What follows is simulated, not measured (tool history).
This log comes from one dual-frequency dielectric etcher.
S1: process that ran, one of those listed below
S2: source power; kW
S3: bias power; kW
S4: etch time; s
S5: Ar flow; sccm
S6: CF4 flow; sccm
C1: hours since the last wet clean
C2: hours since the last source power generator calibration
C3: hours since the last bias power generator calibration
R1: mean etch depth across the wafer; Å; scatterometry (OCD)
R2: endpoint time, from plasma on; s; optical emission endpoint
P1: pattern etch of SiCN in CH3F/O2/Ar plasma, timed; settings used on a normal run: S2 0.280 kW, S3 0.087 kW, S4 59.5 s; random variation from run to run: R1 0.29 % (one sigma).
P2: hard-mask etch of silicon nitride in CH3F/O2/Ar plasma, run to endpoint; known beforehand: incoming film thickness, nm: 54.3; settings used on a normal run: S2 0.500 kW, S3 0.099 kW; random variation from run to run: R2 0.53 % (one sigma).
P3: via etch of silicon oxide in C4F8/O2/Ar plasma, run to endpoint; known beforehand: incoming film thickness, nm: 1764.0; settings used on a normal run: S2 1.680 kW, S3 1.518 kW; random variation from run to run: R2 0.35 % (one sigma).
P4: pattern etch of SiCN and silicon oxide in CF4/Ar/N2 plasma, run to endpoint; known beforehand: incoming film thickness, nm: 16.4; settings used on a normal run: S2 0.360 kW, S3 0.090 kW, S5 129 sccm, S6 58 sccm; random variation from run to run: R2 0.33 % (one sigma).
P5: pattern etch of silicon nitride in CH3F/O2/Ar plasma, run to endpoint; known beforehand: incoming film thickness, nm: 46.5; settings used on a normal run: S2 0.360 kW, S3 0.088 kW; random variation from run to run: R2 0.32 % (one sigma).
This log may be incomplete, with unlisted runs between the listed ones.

| run | hour | S1 | S2 | S3 | S4 | S5 | S6 | C1 | C2 | C3 | R1 | R2 |
|---|---|---|---|---|---|---|---|---|---|---|---|---|
| 1 | 7.8 | P1 | 0.280 | 0.087 | 59.5 |  |  | 86.6 | 2336.4 | 1233.9 | 212.79 |  |
| 2 | 18.6 | P1 | 0.280 | 0.087 | 75.5 |  |  | 97.4 | 2347.2 | 1244.7 | 269.45 |  |
| 3 | 29.5 | P3 | 2.370 | 1.518 |  |  |  | 108.3 | 2358.1 | 1255.6 |  | 351.600 |
| 4 | 35.7 | P1 | 0.280 | 0.087 | 59.5 |  |  | 114.5 | 2364.3 | 1261.8 | 213.32 |  |
| 5 | 46.6 | P3 | 1.680 | 2.150 |  |  |  | 125.4 | 2375.2 | 1272.7 |  | 364.730 |
| 6 | 57.0 | P4 | 0.360 | 0.090 |  | 129 | 79 | 135.8 | 2385.6 | 1283.1 |  | 21.753 |
| 7 | 64.7 | P1 | 0.280 | 0.087 | 59.5 |  |  | 143.5 | 2393.3 | 1290.8 | 213.15 |  |
| 8 | 73.2 | P4 | 0.360 | 0.090 |  | 129 | 58 | 152.0 | 2401.8 | 1299.3 |  | 22.613 |
| 9 | 79.2 | P3 | 1.680 | 1.518 |  |  |  | 158.0 | 2407.8 | 1305.3 |  | 400.870 |
| 10 | 89.6 | P4 | 0.480 | 0.090 |  | 129 | 58 | 168.4 | 2418.2 | 1315.7 |  | 17.613 |
| 11 | 100.5 | P5 | 0.490 | 0.088 |  |  |  | 179.3 | 2429.1 | 1326.6 |  | 57.077 |
| 12 | 112.5 | P1 | 0.280 | 0.111 | 81.5 |  |  | 191.3 | 2441.1 | 1338.6 | 319.83 |  |
| 13 | 121.6 | P1 | 0.280 | 0.060 | 59.5 |  |  | 200.4 | 2450.2 | 1347.7 | 186.16 |  |
| 14 | 128.4 | P4 | 0.360 | 0.090 |  | 77 | 58 | 207.2 | 2457.0 | 1354.5 |  | 21.042 |
| 15 | 139.2 | P2 | 0.500 | 0.064 |  |  |  | 218.0 | 2467.8 | 1365.3 |  | 71.107 |
| 16 | 148.3 | P5 | 0.360 | 0.124 |  |  |  | 227.1 | 2476.9 | 1374.4 |  | 56.326 |
| 17 | 158.9 | P1 | 0.210 | 0.087 | 59.5 |  |  | 237.7 | 2487.5 | 1385.0 | 191.59 |  |
| 18 | 168.9 | P5 | 0.360 | 0.088 |  |  |  | 247.7 | 2497.5 | 1395.0 |  | 63.970 |
| 19 | 176.6 | P4 | 0.360 | 0.117 |  | 129 | 58 | 255.4 | 2505.2 | 1402.7 |  | 20.386 |
| 20 | 185.9 | P2 | 0.500 | 0.099 |  |  |  | 264.7 | 2514.5 | 1412.0 |  | 61.494 |
| 21 | 192.7 | P2 | 0.660 | 0.099 |  |  |  | 271.5 | 2521.3 | 1418.8 |  | 54.935 |
| 22 | 201.2 | P1 | 0.280 | 0.087 | 59.5 |  |  | 280.0 | 2529.8 | 1427.3 | 213.88 |  |
| 23 | 211.5 | P1 | 0.280 | 0.109 | 59.5 |  |  | 290.3 | 2540.1 | 1437.6 | 231.29 |  |
| 24 | 216.9 | P4 | 0.360 | 0.090 |  | 129 | 58 | 295.7 | 2545.5 | 1443.0 |  | 22.513 |
| 25 | 227.0 | P2 | 0.500 | 0.099 |  |  |  | 305.8 | 2555.6 | 1453.1 |  | 61.306 |
| 26 | 238.1 | P1 | 0.280 | 0.087 | 32.5 |  |  | 316.9 | 2566.7 | 1464.2 | 116.42 |  |
| 27 | 245.3 | P1 | 0.280 | 0.087 | 59.5 |  |  | 324.1 | 2573.9 | 1471.4 | 212.73 |  |
| 28 | 253.5 | P1 | 0.350 | 0.087 | 59.5 |  |  | 332.3 | 2582.1 | 1479.6 | 231.64 |  |
| 29 | 265.7 | P1 | 0.280 | 0.087 | 59.5 |  |  | 344.5 | 2594.3 | 1491.8 | 213.97 |  |
| 30 | 274.4 | P1 | 0.280 | 0.087 | 59.5 |  |  | 353.2 | 2603.0 | 1500.5 | 213.27 |  |
| 31 | 284.5 | P1 | 0.280 | 0.087 | 59.5 |  |  | 363.3 | 2613.1 | 1510.6 | 211.21 |  |
| 32 | 295.9 | P1 | 0.280 | 0.087 | 59.5 |  |  | 374.7 | 2624.5 | 1522.0 | 210.77 |  |
| 33 | 304.0 | P1 | 0.280 | 0.087 | 59.5 |  |  | 382.8 | 2632.6 | 1530.1 | 210.78 |  |

Predict the results of run 34:
| 34 | 314.6 | P1 | 0.280 | 0.087 | 59.5 |  |  | 393.4 | 2643.2 | 1540.7 | ? |  |

R1: 210.67 Å

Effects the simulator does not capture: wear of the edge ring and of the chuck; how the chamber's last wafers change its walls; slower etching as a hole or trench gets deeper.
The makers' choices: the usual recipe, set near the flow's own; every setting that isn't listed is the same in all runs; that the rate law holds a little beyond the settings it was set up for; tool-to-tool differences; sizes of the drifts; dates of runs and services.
